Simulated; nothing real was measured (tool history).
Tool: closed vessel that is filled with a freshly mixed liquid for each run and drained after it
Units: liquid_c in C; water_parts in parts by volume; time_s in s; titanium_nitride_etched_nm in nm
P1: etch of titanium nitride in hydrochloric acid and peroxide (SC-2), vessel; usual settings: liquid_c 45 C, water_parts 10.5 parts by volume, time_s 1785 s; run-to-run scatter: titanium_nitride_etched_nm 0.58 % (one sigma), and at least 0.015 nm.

{"run": 1, "hour": 13.6, "liquid_c": 45, "water_parts": 10.5, "time_s": 1785, "titanium_nitride_etched_nm": 56.531}
{"run": 2, "hour": 26.1, "liquid_c": 59.5, "water_parts": 4, "time_s": 1785, "titanium_nitride_etched_nm": 307.66}
{"run": 3, "hour": 40.3, "liquid_c": 37, "water_parts": 5.5, "time_s": 1785, "titanium_nitride_etched_nm": 54.168}
{"run": 4, "hour": 54.6, "liquid_c": 45, "water_parts": 10.5, "time_s": 1785, "titanium_nitride_etched_nm": 57.17}
{"run": 5, "hour": 65.7, "liquid_c": 45, "water_parts": 18.5, "time_s": 1785, "titanium_nitride_etched_nm": 34.588}
{"run": 6, "hour": 76.6, "liquid_c": 56.5, "water_parts": 10.5, "time_s": 1785, "titanium_nitride_etched_nm": 122.26}
{"run": 7, "hour": 84.9, "liquid_c": 45, "water_parts": 10.5, "time_s": 1785, "titanium_nitride_etched_nm": 56.544}
{"run": 8, "hour": 95.5, "liquid_c": 35, "water_parts": 10.5, "time_s": 1785, "titanium_nitride_etched_nm": 27.802}
{"run": 9, "hour": 106.2, "liquid_c": 45, "water_parts": 4, "time_s": 1785, "titanium_nitride_etched_nm": 116.94}
{"run": 10, "hour": 115.0, "liquid_c": 45, "water_parts": 10.5, "time_s": 1785, "titanium_nitride_etched_nm": 56.449}
{"run": 11, "hour": 125.8, "liquid_c": 45, "water_parts": 10.5, "time_s": 3410, "titanium_nitride_etched_nm": 108.79}
{"run": 12, "hour": 133.7, "liquid_c": 45, "water_parts": 14, "time_s": 785, "titanium_nitride_etched_nm": 19.418}
{"run": 13, "hour": 147.2, "liquid_c": 45, "water_parts": 10.5, "time_s": 1785, "titanium_nitride_etched_nm": 56.965}
{"run": 14, "hour": 155.3, "liquid_c": 45, "water_parts": 10.5, "time_s": 1785, "titanium_nitride_etched_nm": 56.465}
{"run": 15, "hour": 162.3, "liquid_c": 45, "water_parts": 10.5, "time_s": 145, "titanium_nitride_etched_nm": 4.6886}
{"run": 16, "hour": 171.0, "liquid_c": 45, "water_parts": 10.5, "time_s": 1785, "titanium_nitride_etched_nm": 56.622}
{"run": 17, "hour": 185.5, "liquid_c": 45, "water_parts": 10.5, "time_s": 1785, "titanium_nitride_etched_nm": 58.42}
{"run": 18, "hour": 194.0, "liquid_c": 45, "water_parts": 10.5, "time_s": 1785, "titanium_nitride_etched_nm": 59.593}
{"run": 19, "hour": 204.6, "liquid_c": 45, "water_parts": 10.5, "time_s": 1785, "titanium_nitride_etched_nm": 60.404}
{"run": 20, "hour": 215.1, "liquid_c": 45, "water_parts": 10.5, "time_s": 1785, "titanium_nitride_etched_nm": 60.375}
{"run": 21, "hour": 228.7, "liquid_c": 45, "water_parts": 10.5, "time_s": 1785, "titanium_nitride_etched_nm": 61.096}
{"run": 22, "hour": 242.1, "liquid_c": 45, "water_parts": 10.5, "time_s": 1785, "titanium_nitride_etched_nm": 61.405}
{"run": 23, "hour": 252.5, "liquid_c": 45, "water_parts": 10.5, "time_s": 1785, "titanium_nitride_etched_nm": 61.439}
{"run": 24, "hour": 266.6, "liquid_c": 45, "water_parts": 10.5, "time_s": 1785, "titanium_nitride_etched_nm": 61.377}
{"run": 25, "hour": 276.2, "liquid_c": 45, "water_parts": 10.5, "time_s": 1785, "titanium_nitride_etched_nm": 62.462}

What P1 gives has crept away from where it was. These 2 causes fit the log equally well, each at the size given:
A: liquid hotter than its thermometer reads (K) = 1.17
B: chemicals flow above the setpoint (%) = 10.1
The creep began at about hour 171.
Why every other cause is out:
peroxide weaker than its label (%): at most 8, which would move titanium_nitride_etched_nm by -7.4 %: too little, or the wrong way

4 check runs are offered, each on 5 wafers whose results are averaged, their results left as question marks. Which one tells the causes apart?
{"run": "check 1", "hour": 285.8, "liquid_c": 35, "water_parts": 4, "time_s": 1785, "titanium_nitride_etched_nm": "?"}
{"run": "check 2", "hour": 285.8, "liquid_c": 45, "water_parts": 16.5, "time_s": 2990, "titanium_nitride_etched_nm": "?"}
{"run": "check 3", "hour": 285.8, "liquid_c": 45, "water_parts": 10.5, "time_s": 960, "titanium_nitride_etched_nm": "?"}
{"run": "check 4", "hour": 285.8, "liquid_c": 45, "water_parts": 18, "time_s": 1785, "titanium_nitride_etched_nm": "?"}

What each check would give under each cause:
check=check_1 result=titanium_nitride_etched_nm if_A=63.29 if_B=61.891
check=check_2 result=titanium_nitride_etched_nm if_A=69.582 if_B=69.944
check=check_3 result=titanium_nitride_etched_nm if_A=33.064 if_B=33.063
check=check_4 result=titanium_nitride_etched_nm if_A=38.424 if_B=38.654
How far apart the two closest causes lie, in the result that separates them most: check 1 2.23 %; check 2 0.52 %; check 3 0 %; check 4 0.6 %
Check 1 tells the causes apart: in the others they would give nearly the same result.

Check 1 was then run and gave: titanium_nitride_etched_nm 62.15 nm. Which cause is it?

It is B: chemicals flow above the setpoint (%).
